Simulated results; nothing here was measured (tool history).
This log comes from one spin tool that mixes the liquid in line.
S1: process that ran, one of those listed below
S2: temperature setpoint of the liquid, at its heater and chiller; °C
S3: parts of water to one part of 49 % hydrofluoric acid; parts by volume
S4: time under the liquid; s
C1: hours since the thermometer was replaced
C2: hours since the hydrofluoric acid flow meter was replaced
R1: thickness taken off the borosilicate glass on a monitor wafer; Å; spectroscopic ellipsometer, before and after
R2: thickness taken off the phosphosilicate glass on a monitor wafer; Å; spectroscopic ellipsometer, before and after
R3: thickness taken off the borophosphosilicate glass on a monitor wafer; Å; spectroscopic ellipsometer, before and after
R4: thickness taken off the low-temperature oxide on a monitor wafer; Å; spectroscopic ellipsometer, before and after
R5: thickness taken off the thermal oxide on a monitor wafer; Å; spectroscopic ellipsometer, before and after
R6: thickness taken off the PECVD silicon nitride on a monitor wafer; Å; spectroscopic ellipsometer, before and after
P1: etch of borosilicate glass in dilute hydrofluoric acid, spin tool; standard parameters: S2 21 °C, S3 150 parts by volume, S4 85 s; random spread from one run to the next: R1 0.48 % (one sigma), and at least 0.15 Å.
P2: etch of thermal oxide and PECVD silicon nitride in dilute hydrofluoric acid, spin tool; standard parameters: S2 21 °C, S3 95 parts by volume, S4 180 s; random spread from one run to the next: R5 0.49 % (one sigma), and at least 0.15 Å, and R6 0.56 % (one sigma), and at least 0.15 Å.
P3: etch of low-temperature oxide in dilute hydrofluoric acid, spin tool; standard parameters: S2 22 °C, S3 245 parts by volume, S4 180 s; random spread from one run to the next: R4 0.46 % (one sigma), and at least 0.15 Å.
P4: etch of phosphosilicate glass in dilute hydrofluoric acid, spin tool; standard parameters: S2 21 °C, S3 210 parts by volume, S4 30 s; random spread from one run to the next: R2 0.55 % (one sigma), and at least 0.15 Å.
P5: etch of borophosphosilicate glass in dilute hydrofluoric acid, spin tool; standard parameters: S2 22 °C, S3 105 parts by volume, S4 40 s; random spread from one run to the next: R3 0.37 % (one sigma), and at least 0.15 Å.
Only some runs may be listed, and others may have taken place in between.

run 1 hour=17.1 | S1=P1 S2=21 S3=150 S4=85 | C1=453.4 C2=1273.8 | R1=133.53
run 2 hour=32 | S1=P1 S2=27.5 S3=150 S4=85 | C1=468.3 C2=1288.7 | R1=169.77
run 3 hour=43.6 | S1=P4 S2=21 S3=40 S4=30 | C1=479.9 C2=1300.3 | R2=614.25
run 4 hour=61.4 | S1=P5 S2=17 S3=105 S4=40 | C1=497.7 C2=1318.1 | R3=139.43
run 5 hour=73.4 | S1=P3 S2=29 S3=245 S4=180 | C1=509.7 C2=1330.1 | R4=257.43
run 6 hour=90.9 | S1=P1 S2=21 S3=150 S4=85 | C1=527.2 C2=1347.6 | R1=133.57
run 7 hour=100.2 | S1=P1 S2=21 S3=150 S4=85 | C1=536.5 C2=1356.9 | R1=132.82
run 8 hour=110.4 | S1=P2 S2=21 S3=95 S4=180 | C1=546.7 C2=1367.1 | R5=84.252 R6=48.554
run 9 hour=127 | S1=P1 S2=21 S3=265 S4=85 | C1=563.3 C2=1383.7 | R1=66.783
run 10 hour=136 | S1=P2 S2=17 S3=95 S4=180 | C1=572.3 C2=1392.7 | R5=71.257 R6=37.166
run 11 hour=147.4 | S1=P4 S2=21 S3=210 S4=30 | C1=583.7 C2=1404.1 | R2=96.451
run 12 hour=156.4 | S1=P5 S2=22 S3=105 S4=60 | C1=592.7 C2=1413.1 | R3=257.82
run 13 hour=172.5 | S1=P3 S2=22 S3=430 S4=180 | C1=608.8 C2=1429.2 | R4=97.429
run 14 hour=186 | S1=P3 S2=22 S3=245 S4=265 | C1=622.3 C2=1442.7 | R4=294.52
run 15 hour=195.8 | S1=P1 S2=21 S3=150 S4=155 | C1=632.1 C2=1452.5 | R1=241.86
run 16 hour=214.3 | S1=P1 S2=21 S3=150 S4=85 | C1=650.6 C2=1471 | R1=132.65
run 17 hour=224.5 | S1=P3 S2=22 S3=245 S4=180 | C1=660.8 C2=1481.2 | R4=199.95
run 18 hour=235.3 | S1=P1 S2=17 S3=150 S4=85 | C1=671.6 C2=1492 | R1=113.26
run 19 hour=252.8 | S1=P4 S2=25.5 S3=210 S4=30 | C1=689.1 C2=1509.5 | R2=114.34
run 20 hour=265.7 | S1=P5 S2=22 S3=105 S4=40 | C1=702 C2=1522.4 | R3=171.15
run 21 hour=284.5 | S1=P1 S2=21 S3=150 S4=85 | C1=720.8 C2=1541.2 | R1=132.85
run 22 hour=301.9 | S1=P4 S2=21 S3=210 S4=15 | C1=738.2 C2=1558.6 | R2=47.839
run 23 hour=311.5 | S1=P1 S2=21 S3=70 S4=125 | C1=747.8 C2=1568.2 | R1=457.37
run 24 hour=320.7 | S1=P2 S2=21 S3=95 S4=325 | C1=757 C2=1577.4 | R5=153.8 R6=87.859
run 25 hour=337.3 | S1=P1 S2=25 S3=150 S4=35 | C1=773.6 C2=1594 | R1=64.132

Run 26 comes next. What will it give?
run 26 hour=349.6 | S1=P3 S2=22 S3=245 S4=180 | C1=785.9 C2=1606.3 | R4=?

For run 26 the tool returned R4 201.93 Å.

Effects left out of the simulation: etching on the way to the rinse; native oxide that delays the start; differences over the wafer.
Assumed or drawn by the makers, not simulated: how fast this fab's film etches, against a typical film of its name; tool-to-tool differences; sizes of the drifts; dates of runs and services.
